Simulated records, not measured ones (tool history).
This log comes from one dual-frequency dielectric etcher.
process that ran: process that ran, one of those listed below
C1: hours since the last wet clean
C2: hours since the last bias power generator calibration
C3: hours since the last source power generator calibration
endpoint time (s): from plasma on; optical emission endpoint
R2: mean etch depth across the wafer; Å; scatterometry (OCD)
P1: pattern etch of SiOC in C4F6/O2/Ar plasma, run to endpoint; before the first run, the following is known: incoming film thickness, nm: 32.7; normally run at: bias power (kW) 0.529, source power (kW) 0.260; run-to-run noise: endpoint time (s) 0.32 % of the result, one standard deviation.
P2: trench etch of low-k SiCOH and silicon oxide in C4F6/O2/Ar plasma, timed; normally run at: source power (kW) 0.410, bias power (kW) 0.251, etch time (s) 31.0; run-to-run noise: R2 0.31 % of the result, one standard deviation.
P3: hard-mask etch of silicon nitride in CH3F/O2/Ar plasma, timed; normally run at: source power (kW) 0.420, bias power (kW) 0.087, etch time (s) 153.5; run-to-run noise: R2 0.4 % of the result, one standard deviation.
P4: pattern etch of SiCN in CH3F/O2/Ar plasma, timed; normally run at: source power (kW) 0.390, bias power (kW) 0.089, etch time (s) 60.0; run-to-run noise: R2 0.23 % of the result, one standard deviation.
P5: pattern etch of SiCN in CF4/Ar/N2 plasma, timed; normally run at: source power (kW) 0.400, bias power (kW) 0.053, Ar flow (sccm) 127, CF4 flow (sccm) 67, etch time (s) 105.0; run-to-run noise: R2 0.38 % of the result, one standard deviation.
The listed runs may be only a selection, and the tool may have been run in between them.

run 1 hour=10.0 | process_that_ran=P1 bias_power_(kW)=0.529 source_power_(kW)=0.260 | C1=312.4 C2=1576.1 C3=1087.4 | endpoint_time_(s)=12.608
run 2 hour=17.9 | process_that_ran=P5 bias_power_(kW)=0.053 source_power_(kW)=0.400 Ar_flow_(sccm)=127 CF4_flow_(sccm)=67 etch_time_(s)=71.0 | C1=320.3 C2=1584.0 C3=1095.3 | R2=489.14
run 3 hour=30.5 | process_that_ran=P1 bias_power_(kW)=0.725 source_power_(kW)=0.260 | C1=332.9 C2=1596.6 C3=1107.9 | endpoint_time_(s)=11.083
run 4 hour=40.1 | process_that_ran=P1 bias_power_(kW)=0.529 source_power_(kW)=0.260 | C1=342.5 C2=1606.2 C3=1117.5 | endpoint_time_(s)=12.644
run 5 hour=53.7 | process_that_ran=P4 bias_power_(kW)=0.089 source_power_(kW)=0.390 etch_time_(s)=60.0 | C1=356.1 C2=1619.8 C3=1131.1 | R2=232.71
run 6 hour=67.4 | process_that_ran=P1 bias_power_(kW)=0.732 source_power_(kW)=0.170 | C1=369.8 C2=1633.5 C3=1144.8 | endpoint_time_(s)=12.906
run 7 hour=77.6 | process_that_ran=P1 bias_power_(kW)=0.529 source_power_(kW)=0.260 | C1=380.0 C2=1643.7 C3=1155.0 | endpoint_time_(s)=12.683
run 8 hour=90.6 | process_that_ran=P5 bias_power_(kW)=0.053 source_power_(kW)=0.400 Ar_flow_(sccm)=127 CF4_flow_(sccm)=92 etch_time_(s)=105.0 | C1=393.0 C2=1656.7 C3=1168.0 | R2=768.15
run 9 hour=100.7 | process_that_ran=P2 bias_power_(kW)=0.251 source_power_(kW)=0.410 etch_time_(s)=31.0 | C1=403.1 C2=1666.8 C3=1178.1 | R2=1061.60
run 10 hour=109.9 | process_that_ran=P2 bias_power_(kW)=0.251 source_power_(kW)=0.270 etch_time_(s)=31.0 | C1=412.3 C2=1676.0 C3=1187.3 | R2=910.27
run 11 hour=118.5 | process_that_ran=P5 bias_power_(kW)=0.053 source_power_(kW)=0.400 Ar_flow_(sccm)=127 CF4_flow_(sccm)=67 etch_time_(s)=105.0 | C1=420.9 C2=1684.6 C3=1195.9 | R2=727.22
run 12 hour=133.0 | process_that_ran=P4 bias_power_(kW)=0.089 source_power_(kW)=0.390 etch_time_(s)=77.5 | C1=435.4 C2=1699.1 C3=1210.4 | R2=300.25
run 13 hour=141.2 | process_that_ran=P4 bias_power_(kW)=0.089 source_power_(kW)=0.470 etch_time_(s)=60.0 | C1=443.6 C2=1707.3 C3=1218.6 | R2=249.59
run 14 hour=156.5 | process_that_ran=P1 bias_power_(kW)=0.529 source_power_(kW)=0.360 | C1=458.9 C2=1722.6 C3=1233.9 | endpoint_time_(s)=11.205
run 15 hour=165.2 | process_that_ran=P3 bias_power_(kW)=0.087 source_power_(kW)=0.420 etch_time_(s)=153.5 | C1=467.6 C2=1731.3 C3=1242.6 | R2=1175.00
run 16 hour=173.6 | process_that_ran=P5 bias_power_(kW)=0.053 source_power_(kW)=0.400 Ar_flow_(sccm)=168 CF4_flow_(sccm)=67 etch_time_(s)=105.0 | C1=476.0 C2=1739.7 C3=1251.0 | R2=687.67
run 17 hour=184.7 | process_that_ran=P3 bias_power_(kW)=0.087 source_power_(kW)=0.580 etch_time_(s)=153.5 | C1=487.1 C2=1750.8 C3=1262.1 | R2=1324.20
run 18 hour=191.9 | process_that_ran=P4 bias_power_(kW)=0.063 source_power_(kW)=0.390 etch_time_(s)=60.0 | C1=494.3 C2=1758.0 C3=1269.3 | R2=205.30
run 19 hour=203.1 | process_that_ran=P1 bias_power_(kW)=0.358 source_power_(kW)=0.260 | C1=505.5 C2=1769.2 C3=1280.5 | endpoint_time_(s)=14.651
run 20 hour=215.4 | process_that_ran=P5 bias_power_(kW)=0.032 source_power_(kW)=0.400 Ar_flow_(sccm)=127 CF4_flow_(sccm)=67 etch_time_(s)=105.0 | C1=517.8 C2=1781.5 C3=1292.8 | R2=610.31
run 21 hour=230.1 | process_that_ran=P3 bias_power_(kW)=0.057 source_power_(kW)=0.420 etch_time_(s)=153.5 | C1=532.5 C2=1796.2 C3=1307.5 | R2=1018.30
run 22 hour=240.6 | process_that_ran=P1 bias_power_(kW)=0.529 source_power_(kW)=0.260 | C1=543.0 C2=1806.7 C3=1318.0 | endpoint_time_(s)=12.600
run 23 hour=251.7 | process_that_ran=P3 bias_power_(kW)=0.087 source_power_(kW)=0.420 etch_time_(s)=88.5 | C1=554.1 C2=1817.8 C3=1329.1 | R2=671.57
run 24 hour=258.5 | process_that_ran=P2 bias_power_(kW)=0.251 source_power_(kW)=0.410 etch_time_(s)=44.0 | C1=560.9 C2=1824.6 C3=1335.9 | R2=1505.30

Predict the results of run 25:
run 25 hour=269.7 | process_that_ran=P1 bias_power_(kW)=0.703 source_power_(kW)=0.170 | C1=572.1 C2=1835.8 C3=1347.1 | endpoint_time_(s)=?

Logged for run 25: endpoint time (s) 13.126.
